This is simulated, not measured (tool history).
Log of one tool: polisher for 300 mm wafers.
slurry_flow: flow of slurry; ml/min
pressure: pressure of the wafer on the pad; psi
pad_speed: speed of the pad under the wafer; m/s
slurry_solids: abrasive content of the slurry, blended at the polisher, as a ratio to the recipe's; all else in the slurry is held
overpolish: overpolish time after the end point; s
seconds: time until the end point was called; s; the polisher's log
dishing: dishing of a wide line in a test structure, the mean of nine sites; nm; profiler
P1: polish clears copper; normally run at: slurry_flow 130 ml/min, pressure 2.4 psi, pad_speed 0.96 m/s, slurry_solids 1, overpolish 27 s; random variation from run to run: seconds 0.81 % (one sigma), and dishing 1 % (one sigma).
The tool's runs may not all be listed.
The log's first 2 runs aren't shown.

run	day	slurry_flow	pressure	pad_speed	slurry_solids	overpolish	wafers polished on this pad	hours since the slurry nozzle was cleaned	hours since the head pressure was calibrated	hours since the slurry blender was calibrated	seconds	dishing
3	1.154	130	2.4	1.32	1	27	827	313.1	300.9	131.9	115.3	51.364
4	1.483	130	2.4	0.96	1	27	859	321	308.8	139.8	156.93	39.703
5	1.817	130	1.2	0.96	1	27	892	329	316.8	147.8	315.37	21.327
6	2.233	130	2.4	0.96	1	54	932	339	326.8	157.8	158.32	69.008
7	2.625	130	3.6	0.96	1	27	971	348.4	336.2	167.2	106.17	57.266
8	3.108	130	2.4	0.96	1	27	1018	360	347.8	178.8	156.7	39.814
9	3.45	130	2.4	0.62	1	27	1051	368.2	356	187	241.9	26.939
# day 3.604: head pressure recalibrated
10	3.85	200	2.4	0.96	1	27	1090	377.8	5.9	196.6	146.56	42.371
11	4.342	130	2.4	0.96	1	27	1138	389.6	17.7	208.4	157.78	39.892
12	4.783	130	2.4	0.96	1	27	1181	400.2	28.3	219	158.21	39.705
13	5.175	130	2.4	0.96	0.55	27	1220	409.6	37.7	228.4	180.82	37.13
14	5.438	130	2.4	0.96	1.35	27	1245	415.9	44	234.7	149.38	41.973
15	5.942	180	2.4	0.96	1.25	27	1295	428	56.1	246.8	143.46	43.71
16	6.229	130	2.4	0.96	1	27	1323	434.9	63	253.7	160.27	39.386
17	6.675	130	2.4	0.96	1	27	1366	445.6	73.7	264.4	157.98	39.544

The next listed run, before its measurement:
18	6.925	95	2.4	0.96	1	27	1391	451.6	79.7	270.4	?	?

Run 18 gave seconds 171.79 s, dishing 38.163 nm.
